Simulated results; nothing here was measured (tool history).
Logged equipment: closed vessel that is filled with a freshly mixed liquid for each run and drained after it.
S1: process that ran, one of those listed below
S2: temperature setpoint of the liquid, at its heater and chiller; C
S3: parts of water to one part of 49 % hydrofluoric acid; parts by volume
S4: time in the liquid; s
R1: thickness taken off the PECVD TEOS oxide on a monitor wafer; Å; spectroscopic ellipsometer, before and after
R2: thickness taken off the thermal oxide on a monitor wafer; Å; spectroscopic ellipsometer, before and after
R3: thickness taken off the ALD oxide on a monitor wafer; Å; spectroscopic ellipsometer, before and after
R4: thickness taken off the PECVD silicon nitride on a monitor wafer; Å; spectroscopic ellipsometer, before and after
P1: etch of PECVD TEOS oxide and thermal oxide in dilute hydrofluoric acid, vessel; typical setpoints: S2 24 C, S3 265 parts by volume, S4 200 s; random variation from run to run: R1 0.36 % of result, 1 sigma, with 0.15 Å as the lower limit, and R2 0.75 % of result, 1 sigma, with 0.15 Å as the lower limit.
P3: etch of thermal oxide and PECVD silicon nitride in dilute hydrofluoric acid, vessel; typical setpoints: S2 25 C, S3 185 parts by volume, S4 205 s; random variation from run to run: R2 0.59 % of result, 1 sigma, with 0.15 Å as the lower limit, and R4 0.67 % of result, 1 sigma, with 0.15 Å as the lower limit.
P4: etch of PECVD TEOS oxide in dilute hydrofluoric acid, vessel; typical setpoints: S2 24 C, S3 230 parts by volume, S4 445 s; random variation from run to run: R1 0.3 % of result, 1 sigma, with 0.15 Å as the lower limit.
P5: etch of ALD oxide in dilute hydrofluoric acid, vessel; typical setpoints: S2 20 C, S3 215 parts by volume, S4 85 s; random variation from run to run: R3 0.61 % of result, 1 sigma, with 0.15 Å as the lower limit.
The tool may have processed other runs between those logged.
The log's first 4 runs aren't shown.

Run 5, hour 73.2: S1 P1, S2 24 C, S3 380 parts by volume, S4 300 s. Result: R1 68.82 Å, R2 28.573 Å.
Run 6, hour 83.9: S1 P4, S2 24 C, S3 130 parts by volume, S4 445 s. Result: R1 606.05 Å.
Run 7, hour 95.4: S1 P3, S2 25 C, S3 260 parts by volume, S4 205 s. Result: R2 30.676 Å, R4 28.367 Å.
Run 8, hour 104.6: S1 P4, S2 24 C, S3 230 parts by volume, S4 445 s. Result: R1 304.7 Å.
Run 9, hour 118.5: S1 P1, S2 24 C, S3 475 parts by volume, S4 200 s. Result: R1 33.446 Å, R2 14.12 Å.
Run 10, hour 131.6: S1 P4, S2 24 C, S3 230 parts by volume, S4 445 s. Result: R1 304.73 Å.
Run 11, hour 149.1: S1 P1, S2 24 C, S3 90 parts by volume, S4 200 s. Result: R1 262.78 Å, R2 108.84 Å.
Run 12, hour 162.9: S1 P4, S2 24 C, S3 230 parts by volume, S4 755 s. Result: R1 518.37 Å.
Run 13, hour 177.6: S1 P1, S2 24 C, S3 265 parts by volume, S4 30 s. Result: R1 10.991 Å, R2 4.4619 Å.
Run 14, hour 188.9: S1 P3, S2 25 C, S3 185 parts by volume, S4 205 s. Result: R2 46.588 Å, R4 39.377 Å.
Run 15, hour 205.5: S1 P3, S2 29 C, S3 185 parts by volume, S4 205 s. Result: R2 53.339 Å, R4 50.598 Å.
Run 16, hour 219.5: S1 P1, S2 24 C, S3 265 parts by volume, S4 350 s. Result: R1 128.08 Å, R2 53.295 Å.
Run 17, hour 234.6: S1 P5, S2 20 C, S3 215 parts by volume, S4 85 s. Result: R3 43.418 Å.
Run 18, hour 252.5: S1 P1, S2 24 C, S3 265 parts by volume, S4 200 s. Result: R1 73.648 Å, R2 30.434 Å.
Run 19, hour 265.6: S1 P5, S2 17 C, S3 215 parts by volume, S4 85 s. Result: R3 38.238 Å.
Run 20, hour 275.4: S1 P1, S2 29 C, S3 265 parts by volume, S4 65 s. Result: R1 28.396 Å, R2 11.739 Å.

The next listed run, before its measurement:
Run 21, hour 289.7: S1 P3, S2 25 C, S3 185 parts by volume, S4 205 s. Result: R2 ?, R4 ?.

Run 21 came out at R2 47.305 Å, R4 39.528 Å.
